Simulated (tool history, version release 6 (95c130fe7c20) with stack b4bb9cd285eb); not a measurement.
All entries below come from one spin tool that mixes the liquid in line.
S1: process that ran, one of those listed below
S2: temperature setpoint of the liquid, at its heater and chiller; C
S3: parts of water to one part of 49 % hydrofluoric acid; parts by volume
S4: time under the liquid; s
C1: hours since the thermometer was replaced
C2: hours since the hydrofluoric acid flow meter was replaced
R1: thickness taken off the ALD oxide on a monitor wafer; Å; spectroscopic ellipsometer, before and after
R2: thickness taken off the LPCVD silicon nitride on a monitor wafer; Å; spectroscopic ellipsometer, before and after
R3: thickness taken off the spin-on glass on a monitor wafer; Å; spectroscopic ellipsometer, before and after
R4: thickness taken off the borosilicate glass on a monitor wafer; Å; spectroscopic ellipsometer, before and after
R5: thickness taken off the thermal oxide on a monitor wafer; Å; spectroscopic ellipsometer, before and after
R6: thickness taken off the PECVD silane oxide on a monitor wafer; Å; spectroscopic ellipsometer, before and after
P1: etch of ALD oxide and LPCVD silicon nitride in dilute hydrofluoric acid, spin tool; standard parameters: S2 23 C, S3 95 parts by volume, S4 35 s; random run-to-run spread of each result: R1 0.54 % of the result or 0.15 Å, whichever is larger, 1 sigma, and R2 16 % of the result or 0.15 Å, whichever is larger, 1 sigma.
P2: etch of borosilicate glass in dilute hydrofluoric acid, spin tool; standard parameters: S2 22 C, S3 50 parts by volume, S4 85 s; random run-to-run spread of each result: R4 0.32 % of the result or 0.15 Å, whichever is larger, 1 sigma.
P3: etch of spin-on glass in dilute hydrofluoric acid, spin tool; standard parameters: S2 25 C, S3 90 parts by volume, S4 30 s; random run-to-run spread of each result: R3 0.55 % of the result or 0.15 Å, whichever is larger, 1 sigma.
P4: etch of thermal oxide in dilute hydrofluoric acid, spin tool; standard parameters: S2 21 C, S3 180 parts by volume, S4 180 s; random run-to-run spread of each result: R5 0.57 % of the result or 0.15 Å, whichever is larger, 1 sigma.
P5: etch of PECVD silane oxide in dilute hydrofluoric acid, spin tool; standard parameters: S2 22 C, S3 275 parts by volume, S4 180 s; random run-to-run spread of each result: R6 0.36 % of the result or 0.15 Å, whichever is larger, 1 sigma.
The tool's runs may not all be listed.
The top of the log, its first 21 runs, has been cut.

Run 22, hour 199.2: S1 P1, S2 19 C, S3 95 parts by volume, S4 35 s; C1 65.5; C2 449.8. Result: R1 37.07 Å, R2 1.5359 Å.
Run 23, hour 205.5: S1 P4, S2 17 C, S3 180 parts by volume, S4 180 s; C1 71.8; C2 456.1. Result: R5 32.629 Å.
Run 24, hour 215: S1 P1, S2 23 C, S3 95 parts by volume, S4 15 s; C1 81.3; C2 465.6. Result: R1 18.583 Å, R2 0.54827 Å.
Run 25, hour 225.4: S1 P1, S2 23 C, S3 95 parts by volume, S4 35 s; C1 91.7; C2 476. Result: R1 43.474 Å, R2 1.9923 Å.
Run 26, hour 234.2: S1 P2, S2 22 C, S3 20 parts by volume, S4 85 s; C1 100.5; C2 484.8. Result: R4 1234 Å.
Run 27, hour 241.5: S1 P1, S2 23 C, S3 95 parts by volume, S4 35 s; C1 107.8; C2 492.1. Result: R1 43.503 Å, R2 1.942 Å.
Run 28, hour 250.7: S1 P3, S2 25 C, S3 90 parts by volume, S4 45 s; C1 117; C2 501.3. Result: R3 180.88 Å.
Run 29, hour 257.3: S1 P2, S2 22 C, S3 50 parts by volume, S4 15 s; C1 123.6; C2 507.9. Result: R4 83.742 Å.
Run 30, hour 266.7: S1 P1, S2 23 C, S3 60 parts by volume, S4 35 s; C1 133; C2 517.3. Result: R1 73.238 Å, R2 1.6695 Å.

The next listed run, before its measurement:
Run 31, hour 271.9: S1 P3, S2 31 C, S3 90 parts by volume, S4 30 s; C1 138.2; C2 522.5. Result: R3 ?.

{"run 31": {"R3": 151.42}}
